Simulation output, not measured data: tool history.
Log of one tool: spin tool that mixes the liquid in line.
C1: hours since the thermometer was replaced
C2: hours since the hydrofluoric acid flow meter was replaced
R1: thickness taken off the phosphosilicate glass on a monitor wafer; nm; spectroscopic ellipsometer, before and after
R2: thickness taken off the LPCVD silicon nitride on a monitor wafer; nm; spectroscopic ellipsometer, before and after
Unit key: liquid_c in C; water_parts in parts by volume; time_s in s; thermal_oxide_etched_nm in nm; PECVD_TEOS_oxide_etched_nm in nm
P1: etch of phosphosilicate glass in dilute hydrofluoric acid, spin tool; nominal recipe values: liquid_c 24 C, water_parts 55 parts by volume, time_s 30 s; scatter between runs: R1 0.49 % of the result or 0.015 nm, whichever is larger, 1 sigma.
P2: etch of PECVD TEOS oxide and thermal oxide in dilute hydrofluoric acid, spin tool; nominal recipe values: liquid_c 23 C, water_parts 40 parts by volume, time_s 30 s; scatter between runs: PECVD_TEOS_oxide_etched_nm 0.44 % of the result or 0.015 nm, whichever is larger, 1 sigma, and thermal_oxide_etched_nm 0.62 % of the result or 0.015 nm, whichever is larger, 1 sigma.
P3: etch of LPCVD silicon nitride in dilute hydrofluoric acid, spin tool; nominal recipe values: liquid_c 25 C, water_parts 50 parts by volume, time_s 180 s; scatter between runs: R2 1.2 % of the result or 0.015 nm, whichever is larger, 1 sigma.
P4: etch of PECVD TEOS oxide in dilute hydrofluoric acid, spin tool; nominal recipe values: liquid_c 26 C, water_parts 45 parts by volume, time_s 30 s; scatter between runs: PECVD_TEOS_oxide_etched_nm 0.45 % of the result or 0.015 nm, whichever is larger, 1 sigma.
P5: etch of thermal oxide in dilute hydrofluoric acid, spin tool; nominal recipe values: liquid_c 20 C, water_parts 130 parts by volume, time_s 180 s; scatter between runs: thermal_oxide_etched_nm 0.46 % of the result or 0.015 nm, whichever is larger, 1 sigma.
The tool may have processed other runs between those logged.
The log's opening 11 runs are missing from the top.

{"run": 12, "hour": 52.2, "process": "P1", "liquid_c": 24, "water_parts": 55, "time_s": 30, "C1": 431.9, "C2": 1263.3, "R1": 61.336}
{"run": 13, "hour": 58.0, "process": "P2", "liquid_c": 23, "water_parts": 20, "time_s": 30, "C1": 437.7, "C2": 1269.1, "thermal_oxide_etched_nm": 7.8005, "PECVD_TEOS_oxide_etched_nm": 19.18}
{"run": 14, "hour": 63.8, "process": "P3", "liquid_c": 25, "water_parts": 50, "time_s": 285, "C1": 443.5, "C2": 1274.9, "R2": 3.069}
{"run": 15, "hour": 69.6, "process": "P4", "liquid_c": 34, "water_parts": 45, "time_s": 30, "C1": 449.3, "C2": 1280.7, "PECVD_TEOS_oxide_etched_nm": 26.367}
{"run": 16, "hour": 72.6, "process": "P2", "liquid_c": 23, "water_parts": 40, "time_s": 15, "C1": 452.3, "C2": 1283.7, "thermal_oxide_etched_nm": 1.888, "PECVD_TEOS_oxide_etched_nm": 4.6603}
{"run": 17, "hour": 76.1, "process": "P4", "liquid_c": 26, "water_parts": 45, "time_s": 30, "C1": 455.8, "C2": 1287.2, "PECVD_TEOS_oxide_etched_nm": 19.263}
{"run": 18, "hour": 82.3, "process": "P2", "liquid_c": 23, "water_parts": 40, "time_s": 30, "C1": 462, "C2": 1293.4, "thermal_oxide_etched_nm": 3.7865, "PECVD_TEOS_oxide_etched_nm": 9.3905}
{"run": 19, "hour": 85.2, "process": "P1", "liquid_c": 24, "water_parts": 55, "time_s": 30, "C1": 464.9, "C2": 1296.3, "R1": 61.404}
{"run": 20, "hour": 90.2, "process": "P5", "liquid_c": 20, "water_parts": 130, "time_s": 320, "C1": 469.9, "C2": 1301.3, "thermal_oxide_etched_nm": 9.0857}
{"run": 21, "hour": 93.1, "process": "P5", "liquid_c": 20, "water_parts": 130, "time_s": 180, "C1": 472.8, "C2": 1304.2, "thermal_oxide_etched_nm": 5.1035}
{"run": 22, "hour": 99.0, "process": "P1", "liquid_c": 24, "water_parts": 55, "time_s": 30, "C1": 478.7, "C2": 1310.1, "R1": 60.764}
{"run": 23, "hour": 102.2, "process": "P1", "liquid_c": 24, "water_parts": 55, "time_s": 30, "C1": 481.9, "C2": 1313.3, "R1": 60.845}
{"run": 24, "hour": 108.2, "process": "P1", "liquid_c": 24, "water_parts": 20, "time_s": 30, "C1": 487.9, "C2": 1319.3, "R1": 176.89}
{"run": 25, "hour": 111.2, "process": "P1", "liquid_c": 29.5, "water_parts": 30, "time_s": 30, "C1": 490.9, "C2": 1322.3, "R1": 144.59}
{"run": 26, "hour": 115.4, "process": "P2", "liquid_c": 23, "water_parts": 40, "time_s": 30, "C1": 495.1, "C2": 1326.5, "thermal_oxide_etched_nm": 3.8091, "PECVD_TEOS_oxide_etched_nm": 9.3078}

The next listed run, before its measurement:
{"run": 27, "hour": 119.8, "process": "P5", "liquid_c": 17, "water_parts": 130, "time_s": 180, "C1": 499.5, "C2": 1330.9, "thermal_oxide_etched_nm": "?"}

thermal_oxide_etched_nm: 4.4659 nm

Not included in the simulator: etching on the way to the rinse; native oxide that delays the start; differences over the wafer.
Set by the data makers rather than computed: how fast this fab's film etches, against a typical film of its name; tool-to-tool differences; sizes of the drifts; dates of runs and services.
